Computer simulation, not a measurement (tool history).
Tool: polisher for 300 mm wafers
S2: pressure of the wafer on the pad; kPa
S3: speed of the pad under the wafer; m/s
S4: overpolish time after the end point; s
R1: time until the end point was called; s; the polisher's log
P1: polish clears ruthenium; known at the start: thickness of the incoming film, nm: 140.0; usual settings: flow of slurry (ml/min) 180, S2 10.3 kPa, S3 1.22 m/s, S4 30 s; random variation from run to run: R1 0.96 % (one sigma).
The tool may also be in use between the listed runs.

Run 1, day 0.604: flow of slurry (ml/min) 180, S2 10.3 kPa, S3 1.22 m/s, S4 30 s. Result: R1 158.42 s.
Run 2, day 0.908: flow of slurry (ml/min) 285, S2 10.3 kPa, S3 1.22 m/s, S4 30 s. Result: R1 152.79 s.
Run 3, day 1.562: flow of slurry (ml/min) 180, S2 10.3 kPa, S3 1.22 m/s, S4 59 s. Result: R1 160.27 s.
Run 4, day 2.179: flow of slurry (ml/min) 180, S2 10.3 kPa, S3 1.22 m/s, S4 30 s. Result: R1 159.65 s.
Run 5, day 2.492: flow of slurry (ml/min) 180, S2 10.3 kPa, S3 0.54 m/s, S4 30 s. Result: R1 358.98 s.
Run 6, day 3.008: flow of slurry (ml/min) 265, S2 15.9 kPa, S3 1.22 m/s, S4 30 s. Result: R1 99.209 s.
Run 7, day 3.567: flow of slurry (ml/min) 180, S2 10.3 kPa, S3 1.22 m/s, S4 30 s. Result: R1 158.93 s.
Run 8, day 4.104: flow of slurry (ml/min) 110, S2 13.1 kPa, S3 1.22 m/s, S4 30 s. Result: R1 134.96 s.
Run 9, day 4.554: flow of slurry (ml/min) 180, S2 10.3 kPa, S3 1.64 m/s, S4 30 s. Result: R1 119.43 s.
Run 10, day 4.996: flow of slurry (ml/min) 180, S2 13.1 kPa, S3 1.22 m/s, S4 30 s. Result: R1 128.19 s.
Run 11, day 5.429: flow of slurry (ml/min) 110, S2 10.3 kPa, S3 1.22 m/s, S4 30 s. Result: R1 174.8 s.
Run 12, day 5.775: flow of slurry (ml/min) 180, S2 6.9 kPa, S3 1.22 m/s, S4 30 s. Result: R1 237.47 s.
Run 13, day 6.121: flow of slurry (ml/min) 180, S2 10.3 kPa, S3 1.22 m/s, S4 30 s. Result: R1 157.66 s.
Run 14, day 6.496: flow of slurry (ml/min) 180, S2 10.3 kPa, S3 1.22 m/s, S4 9 s. Result: R1 159.7 s.
Run 15, day 6.992: flow of slurry (ml/min) 180, S2 10.3 kPa, S3 1.22 m/s, S4 30 s. Result: R1 162.11 s.
Run 16, day 7.312: flow of slurry (ml/min) 180, S2 10.3 kPa, S3 1.22 m/s, S4 30 s. Result: R1 165.65 s.
Run 17, day 7.712: flow of slurry (ml/min) 180, S2 10.3 kPa, S3 1.22 m/s, S4 30 s. Result: R1 166.25 s.
At day 8.321: head pressure recalibrated.
Run 18, day 8.35: flow of slurry (ml/min) 180, S2 10.3 kPa, S3 1.22 m/s, S4 30 s. Result: R1 168.74 s.
Run 19, day 8.942: flow of slurry (ml/min) 180, S2 10.3 kPa, S3 1.22 m/s, S4 30 s. Result: R1 167.22 s.
Run 20, day 9.225: flow of slurry (ml/min) 180, S2 10.3 kPa, S3 1.22 m/s, S4 30 s. Result: R1 167.8 s.
Run 21, day 9.667: flow of slurry (ml/min) 180, S2 10.3 kPa, S3 1.22 m/s, S4 30 s. Result: R1 171.06 s.

What P1 gives has crept away from where it was. These 2 causes fit the log equally well, each at the size given:
A: slurry flow missing at the pad, % = 27.4
B: removal rate lost through wear of the pad, % = 5.24
The creep began at about day 6.992.
Why every other cause is out:
head's pressure below its setpoint, %: serviced at day 8.321, which brought nothing back

4 check runs are offered, each on 5 wafers whose results are averaged, their results left as question marks. Which one tells the causes apart?
Run check 1, day 10.108: flow of slurry (ml/min) 180, S2 10.3 kPa, S3 0.74 m/s, S4 30 s. Result: R1 ?.
Run check 2, day 10.108: flow of slurry (ml/min) 180, S2 10.3 kPa, S3 1.22 m/s, S4 58 s. Result: R1 ?.
Run check 3, day 10.108: flow of slurry (ml/min) 180, S2 10.3 kPa, S3 1.22 m/s, S4 19 s. Result: R1 ?.
Run check 4, day 10.108: flow of slurry (ml/min) 110, S2 10.3 kPa, S3 1.22 m/s, S4 12 s. Result: R1 ?.

What each check would give under each cause:
  check  result    if A    if B
check 1      R1  279.27  279.27
check 2      R1  169.39  169.39
check 3      R1  169.39  169.39
check 4      R1  191.01  185.35
How far apart the two closest causes lie, in the result that separates them most: check 1 0 %; check 2 0 %; check 3 0 %; check 4 3.01 %
Check 4 tells the causes apart: in the others they would give nearly the same result.

Check 4 was then run and gave: R1 189.67 s. Which cause is it?

It is A: slurry flow missing at the pad, %.

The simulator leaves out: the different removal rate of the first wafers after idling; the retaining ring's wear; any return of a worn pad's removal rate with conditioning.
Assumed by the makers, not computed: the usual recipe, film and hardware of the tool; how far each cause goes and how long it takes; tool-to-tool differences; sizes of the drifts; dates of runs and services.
